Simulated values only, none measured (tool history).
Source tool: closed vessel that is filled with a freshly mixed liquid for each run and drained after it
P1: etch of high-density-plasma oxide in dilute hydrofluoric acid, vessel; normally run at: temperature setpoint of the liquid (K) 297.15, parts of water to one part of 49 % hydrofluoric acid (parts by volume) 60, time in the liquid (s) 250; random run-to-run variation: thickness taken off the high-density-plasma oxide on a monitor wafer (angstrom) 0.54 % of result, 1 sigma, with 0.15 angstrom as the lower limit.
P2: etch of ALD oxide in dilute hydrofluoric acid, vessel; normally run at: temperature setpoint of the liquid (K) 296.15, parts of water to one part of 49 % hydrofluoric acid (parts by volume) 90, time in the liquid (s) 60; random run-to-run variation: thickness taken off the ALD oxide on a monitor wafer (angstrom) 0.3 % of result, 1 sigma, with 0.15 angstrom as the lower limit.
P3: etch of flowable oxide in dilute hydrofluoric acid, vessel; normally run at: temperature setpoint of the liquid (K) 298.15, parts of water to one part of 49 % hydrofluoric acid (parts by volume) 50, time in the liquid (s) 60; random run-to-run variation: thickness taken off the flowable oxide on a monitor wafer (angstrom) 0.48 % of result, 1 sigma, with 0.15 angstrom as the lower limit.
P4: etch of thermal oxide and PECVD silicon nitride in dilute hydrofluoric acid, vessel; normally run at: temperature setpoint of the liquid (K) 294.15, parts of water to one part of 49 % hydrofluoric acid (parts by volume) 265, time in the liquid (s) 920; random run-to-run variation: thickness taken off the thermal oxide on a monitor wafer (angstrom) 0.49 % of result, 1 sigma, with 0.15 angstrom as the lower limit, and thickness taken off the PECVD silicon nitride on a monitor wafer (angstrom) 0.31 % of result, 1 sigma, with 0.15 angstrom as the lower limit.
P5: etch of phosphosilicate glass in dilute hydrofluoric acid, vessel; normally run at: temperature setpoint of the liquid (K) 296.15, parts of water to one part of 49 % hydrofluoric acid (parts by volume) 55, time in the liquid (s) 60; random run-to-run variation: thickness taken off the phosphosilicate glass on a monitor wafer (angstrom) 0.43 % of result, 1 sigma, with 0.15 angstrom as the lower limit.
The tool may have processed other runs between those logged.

run,day,process that ran,temperature setpoint of the liquid (K),parts of water to one part of 49 % hydrofluoric acid (parts by volume),time in the liquid (s),hours since the thermometer was replaced,hours since the hydrofluoric acid flow meter was replaced,thickness taken off the high-density-plasma oxide on a monitor wafer (angstrom),thickness taken off the ALD oxide on a monitor wafer (angstrom),thickness taken off the flowable oxide on a monitor wafer (angstrom),thickness taken off the phosphosilicate glass on a monitor wafer (angstrom),thickness taken off the thermal oxide on a monitor wafer (angstrom),thickness taken off the PECVD silicon nitride on a monitor wafer (angstrom)
1,0.233,P1,297.15,60,250,2066.4,798,268.48,,,,,
2,0.396,P2,300.15,90,60,2070.3,801.9,,220.72,,,,
3,0.592,P1,297.15,60,250,2075,806.6,269.53,,,,,
4,0.758,P2,296.15,30,60,2079,810.6,,611.87,,,,
# day 0.762: hydrofluoric acid flow meter replaced
5,0.883,P3,298.15,50,60,2082,3,,,892.87,,,
6,1.017,P1,297.15,25,250,2085.2,6.2,671.81,,,,,
7,1.133,P3,298.15,50,60,2088,9,,,895.5,,,
8,1.329,P1,297.15,60,250,2092.7,13.7,267.69,,,,,
9,1.475,P5,290.15,55,60,2096.2,17.2,,,,512.31,,
10,1.733,P1,297.15,60,250,2102.4,23.4,268.32,,,,,
11,1.9,P3,290.65,50,60,2106.4,27.4,,,648.19,,,
12,2.021,P4,294.15,265,920,2109.3,30.3,,,,,126.97,138.59
13,2.25,P1,297.15,60,250,2114.8,35.8,266.81,,,,,
14,2.479,P1,300.65,60,485,2120.3,41.3,593.73,,,,,
15,2.608,P5,296.15,55,60,2123.4,44.4,,,,660.79,,
16,2.846,P3,298.15,75,60,2129.1,50.1,,,575.45,,,
17,3.025,P1,292.65,60,135,2133.4,54.4,119.52,,,,,
18,3.238,P1,302.15,60,150,2138.5,59.5,197.05,,,,,
# day 3.288: thermometer replaced
19,3.488,P4,294.15,265,300,4.9,65.5,,,,,40.644,44.791
20,3.675,P1,297.15,60,460,9.4,70,493.6,,,,,
21,3.896,P1,297.15,60,250,14.7,75.3,268.07,,,,,
22,4.062,P2,296.15,90,105,18.7,79.3,,331.04,,,,
23,4.317,P2,296.15,90,60,24.8,85.4,,190.23,,,,
24,4.554,P5,296.15,55,105,30.5,91.1,,,,1158.2,,
25,4.821,P1,303.65,60,250,36.9,97.5,347.9,,,,,
26,5.017,P1,297.15,110,250,41.6,102.2,136.89,,,,,
27,5.138,P4,290.15,265,920,44.5,105.1,,,,,107.81,106.44
28,5.292,P4,294.15,100,920,48.2,108.8,,,,,392.98,355.9

Predict the results of run 29:
29,5.546,P3,298.15,50,30,54.3,114.9,,,?,,,

{"run 29": {"thickness taken off the flowable oxide on a monitor wafer (angstrom)": 445.05}}
